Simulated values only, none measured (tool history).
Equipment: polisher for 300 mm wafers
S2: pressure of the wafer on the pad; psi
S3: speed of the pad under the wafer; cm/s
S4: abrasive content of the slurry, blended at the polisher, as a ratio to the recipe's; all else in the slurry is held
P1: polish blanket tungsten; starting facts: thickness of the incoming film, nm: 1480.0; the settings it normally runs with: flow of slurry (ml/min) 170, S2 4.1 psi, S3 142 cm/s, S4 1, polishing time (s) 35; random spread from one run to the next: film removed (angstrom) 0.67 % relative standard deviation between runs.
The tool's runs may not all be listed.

{"run": 1, "hour": 18.3, "flow of slurry (ml/min)": 170, "S2": 4.1, "S3": 142, "S4": 1, "polishing time (s)": 35, "film removed (angstrom)": 3039.8}
{"hour": 26.9, "done": "worn pad replaced by a new one"}
{"run": 2, "hour": 36.3, "flow of slurry (ml/min)": 170, "S2": 4.1, "S3": 204, "S4": 1, "polishing time (s)": 35, "film removed (angstrom)": 4315.6}
{"run": 3, "hour": 50.7, "flow of slurry (ml/min)": 130, "S2": 4.1, "S3": 142, "S4": 1, "polishing time (s)": 52, "film removed (angstrom)": 4214.7}
{"run": 4, "hour": 66.8, "flow of slurry (ml/min)": 170, "S2": 4.1, "S3": 142, "S4": 1.4, "polishing time (s)": 35, "film removed (angstrom)": 3296.4}
{"run": 5, "hour": 80.3, "flow of slurry (ml/min)": 100, "S2": 4.1, "S3": 142, "S4": 1, "polishing time (s)": 35, "film removed (angstrom)": 2726}
{"run": 6, "hour": 95.2, "flow of slurry (ml/min)": 170, "S2": 4.1, "S3": 98, "S4": 1.25, "polishing time (s)": 35, "film removed (angstrom)": 2220}
{"run": 7, "hour": 107.6, "flow of slurry (ml/min)": 170, "S2": 4.1, "S3": 142, "S4": 1, "polishing time (s)": 35, "film removed (angstrom)": 3023}
{"run": 8, "hour": 117.9, "flow of slurry (ml/min)": 170, "S2": 4.1, "S3": 142, "S4": 0.55, "polishing time (s)": 35, "film removed (angstrom)": 2628.7}
{"run": 9, "hour": 129.2, "flow of slurry (ml/min)": 270, "S2": 4.1, "S3": 142, "S4": 1, "polishing time (s)": 35, "film removed (angstrom)": 3184.7}
{"hour": 137.9, "done": "slurry blender recalibrated"}
{"run": 10, "hour": 142.5, "flow of slurry (ml/min)": 170, "S2": 2, "S3": 142, "S4": 1, "polishing time (s)": 35, "film removed (angstrom)": 1471.1}
{"run": 11, "hour": 158.0, "flow of slurry (ml/min)": 170, "S2": 4.1, "S3": 64, "S4": 1, "polishing time (s)": 35, "film removed (angstrom)": 1363}
{"run": 12, "hour": 167.4, "flow of slurry (ml/min)": 170, "S2": 4.1, "S3": 142, "S4": 1, "polishing time (s)": 35, "film removed (angstrom)": 3029.1}
{"hour": 178.6, "done": "slurry tank refilled with fresh slurry and peroxide"}
{"run": 13, "hour": 178.9, "flow of slurry (ml/min)": 170, "S2": 4.1, "S3": 142, "S4": 1, "polishing time (s)": 35, "film removed (angstrom)": 2999.3}
{"run": 14, "hour": 193.1, "flow of slurry (ml/min)": 170, "S2": 4.1, "S3": 142, "S4": 1, "polishing time (s)": 35, "film removed (angstrom)": 3017.2}
{"run": 15, "hour": 205.5, "flow of slurry (ml/min)": 170, "S2": 4.1, "S3": 142, "S4": 1, "polishing time (s)": 53, "film removed (angstrom)": 4623.2}
{"run": 16, "hour": 218.8, "flow of slurry (ml/min)": 170, "S2": 5.2, "S3": 142, "S4": 1, "polishing time (s)": 35, "film removed (angstrom)": 3841.4}
{"run": 17, "hour": 227.3, "flow of slurry (ml/min)": 170, "S2": 4.1, "S3": 142, "S4": 1, "polishing time (s)": 20, "film removed (angstrom)": 1727.7}
{"run": 18, "hour": 243.6, "flow of slurry (ml/min)": 170, "S2": 4.1, "S3": 142, "S4": 1, "polishing time (s)": 35, "film removed (angstrom)": 3030.2}
{"run": 19, "hour": 260.3, "flow of slurry (ml/min)": 170, "S2": 4.1, "S3": 142, "S4": 1, "polishing time (s)": 35, "film removed (angstrom)": 2938.1}
{"run": 20, "hour": 275.7, "flow of slurry (ml/min)": 170, "S2": 4.1, "S3": 142, "S4": 1, "polishing time (s)": 35, "film removed (angstrom)": 2877.9}
{"run": 21, "hour": 294.0, "flow of slurry (ml/min)": 170, "S2": 4.1, "S3": 142, "S4": 1, "polishing time (s)": 35, "film removed (angstrom)": 2807.4}
{"run": 22, "hour": 302.1, "flow of slurry (ml/min)": 170, "S2": 4.1, "S3": 142, "S4": 1, "polishing time (s)": 35, "film removed (angstrom)": 2835.4}
{"run": 23, "hour": 310.6, "flow of slurry (ml/min)": 170, "S2": 4.1, "S3": 142, "S4": 1, "polishing time (s)": 35, "film removed (angstrom)": 2802.9}
{"hour": 321.8, "done": "slurry tank refilled with fresh slurry and peroxide"}
{"run": 24, "hour": 323.4, "flow of slurry (ml/min)": 170, "S2": 4.1, "S3": 142, "S4": 1, "polishing time (s)": 35, "film removed (angstrom)": 2791}
{"run": 25, "hour": 340.1, "flow of slurry (ml/min)": 170, "S2": 4.1, "S3": 142, "S4": 1, "polishing time (s)": 35, "film removed (angstrom)": 2796.1}
{"hour": 343.4, "done": "slurry blender recalibrated"}
{"hour": 347.4, "done": "worn pad replaced by a new one"}
{"run": 26, "hour": 356.8, "flow of slurry (ml/min)": 170, "S2": 4.1, "S3": 142, "S4": 1, "polishing time (s)": 35, "film removed (angstrom)": 2757.6}
{"run": 27, "hour": 369.2, "flow of slurry (ml/min)": 170, "S2": 4.1, "S3": 142, "S4": 1, "polishing time (s)": 35, "film removed (angstrom)": 2773.7}
{"run": 28, "hour": 380.5, "flow of slurry (ml/min)": 170, "S2": 4.1, "S3": 142, "S4": 1, "polishing time (s)": 35, "film removed (angstrom)": 2746.9}
{"run": 29, "hour": 389.7, "flow of slurry (ml/min)": 170, "S2": 4.1, "S3": 142, "S4": 1, "polishing time (s)": 35, "film removed (angstrom)": 2738.9}

P1 has crept away from where it was. The log is fitted equally well by each of these 2 causes, at the sizes shown:
A: head's pressure below its setpoint, % = 8.82
B: slurry flow missing at the pad, % = 38.1
Creep in the process output first set in at about hour 243.6.
Why every other cause is out:
removal rate lost through wear of the pad, %: serviced after onset, at hour 347.4, with no recovery of the prior output
abrasive missing from the slurry, %: serviced after onset, at hour 343.4, with no recovery of the prior output
peroxide lost from the slurry, %: serviced after onset, at hour 321.8, with no recovery of the prior output

Which of the 4 check runs listed below separates the causes, so that each cause would produce a clearly different result? Each run uses one wafer, and its results are marked with question marks.
{"run": "check 1", "hour": 398.9, "flow of slurry (ml/min)": 100, "S2": 4.1, "S3": 142, "S4": 0.7, "polishing time (s)": 35, "film removed (angstrom)": "?"}
{"run": "check 2", "hour": 398.9, "flow of slurry (ml/min)": 170, "S2": 4.1, "S3": 142, "S4": 1, "polishing time (s)": 51, "film removed (angstrom)": "?"}
{"run": "check 3", "hour": 398.9, "flow of slurry (ml/min)": 170, "S2": 4.1, "S3": 142, "S4": 1.3, "polishing time (s)": 35, "film removed (angstrom)": "?"}
{"run": "check 4", "hour": 398.9, "flow of slurry (ml/min)": 170, "S2": 4.1, "S3": 142, "S4": 1, "polishing time (s)": 25, "film removed (angstrom)": "?"}

How each check would come out, cause by cause:
check=check_1 result=film_removed_(angstrom) if_A=2284.2 if_B=2162.6
check=check_2 result=film_removed_(angstrom) if_A=4014.3 if_B=4015
check=check_3 result=film_removed_(angstrom) if_A=2933.6 if_B=2934.1
check=check_4 result=film_removed_(angstrom) if_A=1967.8 if_B=1968.1
Separation of the two closest causes in each check, using whichever result separates them best: check 1 5.47 %; check 2 0.02 %; check 3 0.02 %; check 4 0.02 %
Only check 1 tells the causes apart: in the others they would give nearly the same result.

Check 1 was then run and gave: film removed (angstrom) 2184.1. Which cause is it?

B is the cause: slurry flow missing at the pad, %.
